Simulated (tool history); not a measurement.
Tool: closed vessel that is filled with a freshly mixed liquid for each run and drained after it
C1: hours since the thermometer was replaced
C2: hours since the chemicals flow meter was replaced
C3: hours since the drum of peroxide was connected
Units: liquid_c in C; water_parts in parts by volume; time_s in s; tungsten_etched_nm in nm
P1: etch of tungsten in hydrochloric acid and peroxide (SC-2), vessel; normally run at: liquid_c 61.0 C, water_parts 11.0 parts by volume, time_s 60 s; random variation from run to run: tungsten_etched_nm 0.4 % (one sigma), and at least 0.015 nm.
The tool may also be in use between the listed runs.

Run 1, hour 13.5: liquid_c 61.0 C, water_parts 11.0 parts by volume, time_s 60 s; C1 521.9; C2 158.8; C3 237.1. Result: tungsten_etched_nm 40.519 nm.
Run 2, hour 26.0: liquid_c 61.0 C, water_parts 11.0 parts by volume, time_s 60 s; C1 534.4; C2 171.3; C3 249.6. Result: tungsten_etched_nm 41.148 nm.
Run 3, hour 36.8: liquid_c 61.0 C, water_parts 11.0 parts by volume, time_s 60 s; C1 545.2; C2 182.1; C3 260.4. Result: tungsten_etched_nm 41.238 nm.
Run 4, hour 49.3: liquid_c 61.0 C, water_parts 11.0 parts by volume, time_s 60 s; C1 557.7; C2 194.6; C3 272.9. Result: tungsten_etched_nm 41.049 nm.
Run 5, hour 60.0: liquid_c 61.0 C, water_parts 11.0 parts by volume, time_s 110 s; C1 568.4; C2 205.3; C3 283.6. Result: tungsten_etched_nm 74.838 nm.
Run 6, hour 69.0: liquid_c 61.0 C, water_parts 4.0 parts by volume, time_s 60 s; C1 577.4; C2 214.3; C3 292.6. Result: tungsten_etched_nm 88.112 nm.
Run 7, hour 80.7: liquid_c 61.0 C, water_parts 16.5 parts by volume, time_s 60 s; C1 589.1; C2 226.0; C3 304.3. Result: tungsten_etched_nm 28.736 nm.
Run 8, hour 89.0: liquid_c 45.5 C, water_parts 11.0 parts by volume, time_s 60 s; C1 597.4; C2 234.3; C3 312.6. Result: tungsten_etched_nm 14.795 nm.
Run 9, hour 103.7: liquid_c 61.0 C, water_parts 11.0 parts by volume, time_s 60 s; C1 612.1; C2 249.0; C3 327.3. Result: tungsten_etched_nm 40.596 nm.
Run 10, hour 112.4: liquid_c 61.0 C, water_parts 11.0 parts by volume, time_s 60 s; C1 620.8; C2 257.7; C3 336.0. Result: tungsten_etched_nm 40.787 nm.
At hour 113.1: chemicals flow meter replaced.
Run 11, hour 122.6: liquid_c 72.0 C, water_parts 11.0 parts by volume, time_s 60 s; C1 631.0; C2 9.5; C3 346.2. Result: tungsten_etched_nm 79.816 nm.
Run 12, hour 135.3: liquid_c 61.0 C, water_parts 11.0 parts by volume, time_s 30 s; C1 643.7; C2 22.2; C3 358.9. Result: tungsten_etched_nm 20.478 nm.
Run 13, hour 142.7: liquid_c 61.0 C, water_parts 5.5 parts by volume, time_s 30 s; C1 651.1; C2 29.6; C3 366.3. Result: tungsten_etched_nm 35.491 nm.
Run 14, hour 153.0: liquid_c 61.0 C, water_parts 11.0 parts by volume, time_s 60 s; C1 661.4; C2 39.9; C3 376.6. Result: tungsten_etched_nm 40.633 nm.
Run 15, hour 161.9: liquid_c 61.0 C, water_parts 11.0 parts by volume, time_s 60 s; C1 670.3; C2 48.8; C3 385.5. Result: tungsten_etched_nm 39.861 nm.
Run 16, hour 169.6: liquid_c 61.0 C, water_parts 11.0 parts by volume, time_s 60 s; C1 678.0; C2 56.5; C3 393.2. Result: tungsten_etched_nm 39.316 nm.
Run 17, hour 182.9: liquid_c 61.0 C, water_parts 11.0 parts by volume, time_s 60 s; C1 691.3; C2 69.8; C3 406.5. Result: tungsten_etched_nm 38.570 nm.
Run 18, hour 189.8: liquid_c 61.0 C, water_parts 11.0 parts by volume, time_s 60 s; C1 698.2; C2 76.7; C3 413.4. Result: tungsten_etched_nm 38.227 nm.
At hour 198.8: new drum of peroxide connected.
Run 19, hour 199.6: liquid_c 61.0 C, water_parts 11.0 parts by volume, time_s 60 s; C1 708.0; C2 86.5; C3 0.9. Result: tungsten_etched_nm 38.193 nm.
Run 20, hour 208.7: liquid_c 61.0 C, water_parts 11.0 parts by volume, time_s 60 s; C1 717.1; C2 95.6; C3 10.0. Result: tungsten_etched_nm 38.064 nm.
Run 21, hour 219.1: liquid_c 61.0 C, water_parts 11.0 parts by volume, time_s 60 s; C1 727.5; C2 106.0; C3 20.4. Result: tungsten_etched_nm 37.896 nm.
Run 22, hour 231.1: liquid_c 61.0 C, water_parts 11.0 parts by volume, time_s 60 s; C1 739.5; C2 118.0; C3 32.4. Result: tungsten_etched_nm 37.866 nm.
Run 23, hour 240.0: liquid_c 61.0 C, water_parts 11.0 parts by volume, time_s 60 s; C1 748.4; C2 126.9; C3 41.3. Result: tungsten_etched_nm 37.890 nm.
Run 24, hour 252.9: liquid_c 61.0 C, water_parts 11.0 parts by volume, time_s 60 s; C1 761.3; C2 139.8; C3 54.2. Result: tungsten_etched_nm 37.723 nm.

What P1 gives has crept away from where it was. These 2 causes fit the log equally well, each at the size given:
A: chemicals flow below the setpoint (%) = 8.95
B: liquid colder than its thermometer reads (K) = 1.28
The creep began at about hour 153.0.
Why every other cause is out:
peroxide weaker than its label (%): serviced at hour 198.8, which brought nothing back

4 check runs are offered, each on 2 wafers whose results are averaged, their results left as question marks. Which one tells the causes apart?
Run check 1, hour 265.8: liquid_c 51.5 C, water_parts 4.0 parts by volume, time_s 60 s. Result: tungsten_etched_nm ?.
Run check 2, hour 265.8: liquid_c 61.0 C, water_parts 11.0 parts by volume, time_s 100 s. Result: tungsten_etched_nm ?.
Run check 3, hour 265.8: liquid_c 47.5 C, water_parts 16.0 parts by volume, time_s 60 s. Result: tungsten_etched_nm ?.
Run check 4, hour 265.8: liquid_c 72.0 C, water_parts 11.0 parts by volume, time_s 105 s. Result: tungsten_etched_nm ?.

What each check would give under each cause:
  check              result     if A     if B
check 1  tungsten_etched_nm   45.154   44.196
check 2  tungsten_etched_nm   62.867   62.851
check 3  tungsten_etched_nm   11.286   11.250
check 4  tungsten_etched_nm  128.240  128.850
How far apart the two closest causes lie, in the result that separates them most: check 1 2.14 %; check 2 0.02 %; check 3 0.32 %; check 4 0.48 %
Only check 1 tells the causes apart: in the others they would give nearly the same result.

Then check 1 was run and gave: tungsten_etched_nm 45.257 nm. Which cause is it?

It is A: chemicals flow below the setpoint (%).
